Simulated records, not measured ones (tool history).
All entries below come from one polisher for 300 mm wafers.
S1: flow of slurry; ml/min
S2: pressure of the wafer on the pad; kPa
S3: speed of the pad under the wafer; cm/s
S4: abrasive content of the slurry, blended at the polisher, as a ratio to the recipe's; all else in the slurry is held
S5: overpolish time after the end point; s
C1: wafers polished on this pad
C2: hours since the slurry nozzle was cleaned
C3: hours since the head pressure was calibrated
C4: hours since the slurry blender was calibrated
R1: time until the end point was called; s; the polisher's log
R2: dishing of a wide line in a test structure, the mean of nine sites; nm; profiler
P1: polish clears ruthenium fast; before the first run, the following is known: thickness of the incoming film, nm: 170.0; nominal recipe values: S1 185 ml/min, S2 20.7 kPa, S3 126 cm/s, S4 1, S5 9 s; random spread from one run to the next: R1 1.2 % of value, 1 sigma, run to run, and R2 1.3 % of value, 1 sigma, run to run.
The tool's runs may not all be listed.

Run 1, day 0.492: S1 185 ml/min, S2 20.7 kPa, S3 126 cm/s, S4 1, S5 9 s; C1 986; C2 476.7; C3 274.6; C4 53.5. Result: R1 36.004 s, R2 33.795 nm.
Run 2, day 0.783: S1 125 ml/min, S2 20.7 kPa, S3 86 cm/s, S4 1, S5 9 s; C1 1054; C2 483.7; C3 281.6; C4 60.5. Result: R1 56.713 s, R2 22.723 nm.
Run 3, day 1.079: S1 185 ml/min, S2 20.7 kPa, S3 126 cm/s, S4 1.3, S5 9 s; C1 1123; C2 490.8; C3 288.7; C4 67.6. Result: R1 32.65 s, R2 37.442 nm.
Run 4, day 1.375: S1 185 ml/min, S2 20.7 kPa, S3 126 cm/s, S4 1, S5 4 s; C1 1191; C2 497.9; C3 295.8; C4 74.7. Result: R1 36.293 s, R2 16.405 nm.
Run 5, day 1.7: S1 185 ml/min, S2 20.7 kPa, S3 126 cm/s, S4 1, S5 9 s; C1 1267; C2 505.7; C3 303.6; C4 82.5. Result: R1 36.217 s, R2 34.011 nm.
Run 6, day 2.158: S1 185 ml/min, S2 11.7 kPa, S3 126 cm/s, S4 1, S5 9 s; C1 1373; C2 516.7; C3 314.6; C4 93.5. Result: R1 65.039 s, R2 20.049 nm.
Run 7, day 2.683: S1 185 ml/min, S2 20.7 kPa, S3 126 cm/s, S4 1, S5 9 s; C1 1495; C2 529.3; C3 327.2; C4 106.1. Result: R1 36.535 s, R2 33.402 nm.
Run 8, day 3.029: S1 185 ml/min, S2 20.7 kPa, S3 126 cm/s, S4 1, S5 13 s; C1 1576; C2 537.6; C3 335.5; C4 114.4. Result: R1 36.686 s, R2 47.687 nm.
Run 9, day 3.458: S1 185 ml/min, S2 20.7 kPa, S3 126 cm/s, S4 1, S5 9 s; C1 1675; C2 547.9; C3 345.8; C4 124.7. Result: R1 37.282 s, R2 33.888 nm.
Run 10, day 3.808: S1 185 ml/min, S2 20.7 kPa, S3 74 cm/s, S4 1, S5 9 s; C1 1757; C2 556.3; C3 354.2; C4 133.1. Result: R1 61.877 s, R2 20.667 nm.
Run 11, day 4.325: S1 185 ml/min, S2 20.7 kPa, S3 126 cm/s, S4 1, S5 9 s; C1 1877; C2 568.7; C3 366.6; C4 145.5. Result: R1 37.051 s, R2 34.078 nm.
Run 12, day 4.825: S1 115 ml/min, S2 20.7 kPa, S3 126 cm/s, S4 1, S5 9 s; C1 1993; C2 580.7; C3 378.6; C4 157.5. Result: R1 40.305 s, R2 31.521 nm.
Run 13, day 5.329: S1 185 ml/min, S2 20.7 kPa, S3 126 cm/s, S4 0.7, S5 3 s; C1 2110; C2 592.8; C3 390.7; C4 169.6. Result: R1 44.198 s, R2 10.231 nm.

The next listed run, before its measurement:
Run 14, day 5.612: S1 185 ml/min, S2 20.7 kPa, S3 126 cm/s, S4 1, S5 9 s; C1 2176; C2 599.6; C3 397.5; C4 176.4. Result: R1 ?, R2 ?.

Logged for run 14: R1 35.761 s, R2 33.74 nm.
